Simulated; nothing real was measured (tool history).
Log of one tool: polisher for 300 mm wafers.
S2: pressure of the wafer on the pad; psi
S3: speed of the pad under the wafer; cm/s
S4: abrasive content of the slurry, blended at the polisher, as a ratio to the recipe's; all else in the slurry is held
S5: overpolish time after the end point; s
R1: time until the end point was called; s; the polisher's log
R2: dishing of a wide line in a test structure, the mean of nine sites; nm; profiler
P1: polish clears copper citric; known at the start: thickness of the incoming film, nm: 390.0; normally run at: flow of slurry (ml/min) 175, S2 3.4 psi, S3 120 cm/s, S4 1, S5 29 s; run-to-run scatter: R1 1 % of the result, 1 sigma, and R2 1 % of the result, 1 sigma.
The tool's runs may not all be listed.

Run 1, hour 15.9: flow of slurry (ml/min) 175, S2 3.4 psi, S3 120 cm/s, S4 1, S5 29 s. Result: R1 116.58 s, R2 61.501 nm.
Run 2, hour 28.3: flow of slurry (ml/min) 175, S2 3.4 psi, S3 120 cm/s, S4 1, S5 11 s. Result: R1 115.57 s, R2 26.627 nm.
Run 3, hour 42.4: flow of slurry (ml/min) 175, S2 3.4 psi, S3 120 cm/s, S4 1, S5 29 s. Result: R1 116.46 s, R2 61.968 nm.
Run 4, hour 50.5: flow of slurry (ml/min) 175, S2 1.5 psi, S3 120 cm/s, S4 1, S5 29 s. Result: R1 260.05 s, R2 30.343 nm.
Run 5, hour 60.5: flow of slurry (ml/min) 175, S2 3.4 psi, S3 120 cm/s, S4 1, S5 29 s. Result: R1 119.38 s, R2 62.095 nm.
At hour 62.4: head pressure recalibrated.
Run 6, hour 75.7: flow of slurry (ml/min) 175, S2 3.4 psi, S3 120 cm/s, S4 1, S5 29 s. Result: R1 115.9 s, R2 62.166 nm.
Run 7, hour 83.9: flow of slurry (ml/min) 175, S2 3.4 psi, S3 120 cm/s, S4 0.5, S5 29 s. Result: R1 131.7 s, R2 54.385 nm.
Run 8, hour 99: flow of slurry (ml/min) 175, S2 3.4 psi, S3 120 cm/s, S4 1.45, S5 29 s. Result: R1 107.25 s, R2 66.792 nm.
Run 9, hour 114.8: flow of slurry (ml/min) 255, S2 3.4 psi, S3 120 cm/s, S4 1, S5 29 s. Result: R1 111.16 s, R2 65.122 nm.
Run 10, hour 125.5: flow of slurry (ml/min) 175, S2 3.4 psi, S3 120 cm/s, S4 1, S5 57 s. Result: R1 116.06 s, R2 101.97 nm.
Run 11, hour 140.8: flow of slurry (ml/min) 175, S2 3.4 psi, S3 120 cm/s, S4 1, S5 29 s. Result: R1 115.57 s, R2 62.528 nm.
Run 12, hour 148.5: flow of slurry (ml/min) 120, S2 2.4 psi, S3 120 cm/s, S4 1, S5 29 s. Result: R1 172.9 s, R2 42.443 nm.
At hour 161.1: slurry blender recalibrated.
Run 13, hour 161.2: flow of slurry (ml/min) 175, S2 5 psi, S3 120 cm/s, S4 1, S5 29 s. Result: R1 79.969 s, R2 87.673 nm.

Run 14 comes next. What will it give?
Run 14, hour 172.2: flow of slurry (ml/min) 175, S2 3.4 psi, S3 186 cm/s, S4 1, S5 29 s. Result: R1 ?, R2 ?.

Run 14 gave R1 74.983 s, R2 87.225 nm.
